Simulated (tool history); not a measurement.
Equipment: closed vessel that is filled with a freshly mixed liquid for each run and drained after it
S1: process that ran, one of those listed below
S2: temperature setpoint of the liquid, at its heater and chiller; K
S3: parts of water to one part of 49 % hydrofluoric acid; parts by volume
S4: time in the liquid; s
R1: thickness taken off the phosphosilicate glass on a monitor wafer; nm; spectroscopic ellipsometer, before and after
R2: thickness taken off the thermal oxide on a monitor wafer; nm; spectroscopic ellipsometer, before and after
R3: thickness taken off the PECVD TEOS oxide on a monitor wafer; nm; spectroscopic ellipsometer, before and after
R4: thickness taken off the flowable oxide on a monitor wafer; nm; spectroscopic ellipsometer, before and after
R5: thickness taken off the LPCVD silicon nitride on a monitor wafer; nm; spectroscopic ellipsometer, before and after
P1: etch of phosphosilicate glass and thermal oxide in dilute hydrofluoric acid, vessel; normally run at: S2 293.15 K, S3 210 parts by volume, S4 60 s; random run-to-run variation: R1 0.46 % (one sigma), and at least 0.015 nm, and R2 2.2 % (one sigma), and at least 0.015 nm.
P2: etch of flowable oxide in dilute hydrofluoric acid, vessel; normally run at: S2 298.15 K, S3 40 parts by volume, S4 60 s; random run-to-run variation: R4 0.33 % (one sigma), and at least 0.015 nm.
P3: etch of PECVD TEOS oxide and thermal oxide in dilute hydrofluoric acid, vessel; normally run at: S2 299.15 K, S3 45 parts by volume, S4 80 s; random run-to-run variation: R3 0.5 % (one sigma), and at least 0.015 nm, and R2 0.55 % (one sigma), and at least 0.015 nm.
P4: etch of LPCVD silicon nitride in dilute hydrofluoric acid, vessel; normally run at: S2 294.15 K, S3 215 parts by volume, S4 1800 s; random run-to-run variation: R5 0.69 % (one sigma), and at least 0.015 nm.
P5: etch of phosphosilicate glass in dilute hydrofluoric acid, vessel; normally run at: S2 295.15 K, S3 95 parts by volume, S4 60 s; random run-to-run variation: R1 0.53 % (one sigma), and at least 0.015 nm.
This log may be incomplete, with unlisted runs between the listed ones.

| run | hour | S1 | S2 | S3 | S4 | R1 | R2 | R3 | R4 | R5 |
|---|---|---|---|---|---|---|---|---|---|---|
| 1 | 8.7 | P1 | 293.15 | 210 | 60 | 20.041 | 1.0075 |  |  |  |
| 2 | 17 | P1 | 293.15 | 210 | 60 | 19.936 | 1.0293 |  |  |  |
| 3 | 22.3 | P5 | 295.15 | 95 | 60 | 114.66 |  |  |  |  |
| 4 | 31.3 | P3 | 299.15 | 45 | 80 |  | 9.8934 | 32.037 |  |  |
| 5 | 39.9 | P5 | 295.15 | 165 | 60 | 60.177 |  |  |  |  |
| 6 | 47.6 | P2 | 298.15 | 40 | 110 |  |  |  | 93.827 |  |
| 7 | 56.6 | P5 | 295.15 | 95 | 90 | 170.21 |  |  |  |  |
| 8 | 64.7 | P5 | 290.15 | 95 | 60 | 91.856 |  |  |  |  |
| 9 | 71.8 | P1 | 300.65 | 210 | 60 | 26.385 | 1.3501 |  |  |  |
| 10 | 78.6 | P1 | 293.15 | 210 | 60 | 19.977 | 1.0148 |  |  |  |
| 11 | 88.7 | P3 | 299.15 | 45 | 30 |  | 3.7042 | 12.11 |  |  |
| 12 | 98.3 | P1 | 293.15 | 210 | 60 | 19.976 | 1.0411 |  |  |  |
| 13 | 107.1 | P1 | 293.15 | 210 | 115 | 38.085 | 1.9619 |  |  |  |
| 14 | 112.3 | P2 | 298.15 | 40 | 60 |  |  |  | 51.282 |  |
| 15 | 117.6 | P4 | 294.15 | 215 | 1800 |  |  |  |  | 3.7163 |
| 16 | 123.8 | P4 | 290.15 | 215 | 1800 |  |  |  |  | 2.9299 |
| 17 | 129.8 | P1 | 290.15 | 210 | 60 | 17.626 | 0.92789 |  |  |  |
| 18 | 135.4 | P5 | 295.15 | 95 | 60 | 113.48 |  |  |  |  |
| 19 | 140.7 | P1 | 293.15 | 210 | 30 | 9.9771 | 0.51293 |  |  |  |
| 20 | 149.4 | P4 | 294.15 | 215 | 1800 |  |  |  |  | 3.8089 |
| 21 | 159 | P3 | 299.15 | 75 | 80 |  | 5.7124 | 18.496 |  |  |
| 22 | 168.9 | P1 | 290.15 | 90 | 60 | 46.345 | 2.4654 |  |  |  |
|  | 174 | thermometer replaced |
| 23 | 176.1 | P1 | 293.15 | 295 | 60 | 13.19 | 0.66022 |  |  |  |
| 24 | 185.1 | P1 | 293.15 | 130 | 60 | 34.82 | 1.7851 |  |  |  |
| 25 | 192.3 | P1 | 293.15 | 210 | 60 | 20.08 | 1.0258 |  |  |  |
| 26 | 200.7 | P1 | 293.15 | 210 | 60 | 20.008 | 1.0184 |  |  |  |
| 27 | 206.1 | P4 | 294.15 | 215 | 3610 |  |  |  |  | 7.5714 |
| 28 | 212.5 | P2 | 298.15 | 40 | 60 |  |  |  | 51.052 |  |
| 29 | 221.2 | P2 | 298.15 | 60 | 60 |  |  |  | 33.158 |  |
| 30 | 229.7 | P3 | 306.15 | 45 | 80 |  | 13.148 | 42.292 |  |  |
| 31 | 237.8 | P4 | 294.15 | 390 | 1800 |  |  |  |  | 2.1247 |
| 32 | 245.9 | P1 | 297.65 | 145 | 60 | 36.477 | 1.9337 |  |  |  |
| 33 | 254.1 | P2 | 303.65 | 40 | 60 |  |  |  | 64.145 |  |
| 34 | 261.2 | P1 | 293.15 | 210 | 60 | 19.933 | 1.063 |  |  |  |
| 35 | 270.6 | P1 | 293.15 | 210 | 60 | 20.426 | 1.042 |  |  |  |
| 36 | 277.8 | P1 | 293.15 | 210 | 60 | 20.805 | 1.0665 |  |  |  |
| 37 | 287.7 | P1 | 293.15 | 210 | 60 | 21.118 | 1.0642 |  |  |  |
| 38 | 296.4 | P1 | 293.15 | 210 | 60 | 21.08 | 1.0596 |  |  |  |
| 39 | 304.2 | P1 | 293.15 | 210 | 60 | 21.124 | 1.0959 |  |  |  |
| 40 | 312.5 | P1 | 293.15 | 210 | 60 | 21.319 | 1.0956 |  |  |  |
| 41 | 321.9 | P1 | 293.15 | 210 | 60 | 21.405 | 1.1353 |  |  |  |
| 42 | 327 | P1 | 293.15 | 210 | 60 | 21.349 | 1.0682 |  |  |  |
| 43 | 336.5 | P1 | 293.15 | 210 | 60 | 21.562 | 1.0794 |  |  |  |
| 44 | 344.2 | P1 | 293.15 | 210 | 60 | 21.615 | 1.093 |  |  |  |
| 45 | 349 | P1 | 293.15 | 210 | 60 | 21.317 | 1.1448 |  |  |  |

Compared with where it was, what P1 gives has crept away. Each cause listed below fits the log as well as the rest, at the size given for it:
A: liquid hotter than its thermometer reads (K) = 1.92
B: hydrofluoric acid flow above the setpoint (%) = 6.27
Creep in the process output first set in at about hour 261.2.

4 check runs are offered, one wafer each, their results left as question marks. Which one tells the causes apart?
| check 1 | 353.8 | P2 | 303.65 | 55 | 60 |  |  |  | ? |  |
| check 2 | 353.8 | P3 | 302.65 | 75 | 80 |  | ? | ? |  |  |
| check 3 | 353.8 | P4 | 294.15 | 385 | 3125 |  |  |  |  | ? |
| check 4 | 353.8 | P5 | 295.15 | 150 | 60 | ? |  |  |  |  |

How each check would come out, cause by cause:
| check | result | if A | if B |
|---|---|---|---|
| check 1 | R4 | 48.921 | 48.523 |
| check 2 | R2 | 7.0524 | 7.0105 |
| check 2 | R3 | 22.876 | 22.74 |
| check 3 | R5 | 4.181 | 3.9474 |
| check 4 | R1 | 72.542 | 72.278 |
Minimum pairwise separation of causes per check, each pair taken at its best-separating result: check 1 0.82 %; check 2 0.6 %; check 3 5.75 %; check 4 0.37 %
The other checks would show nearly matching results whichever cause is true, so check 3 is the only one that separates the causes.

Running check 3 produced the following: R5 4.1471 nm. Which one of the listed causes fits?

A is the cause: liquid hotter than its thermometer reads (K).
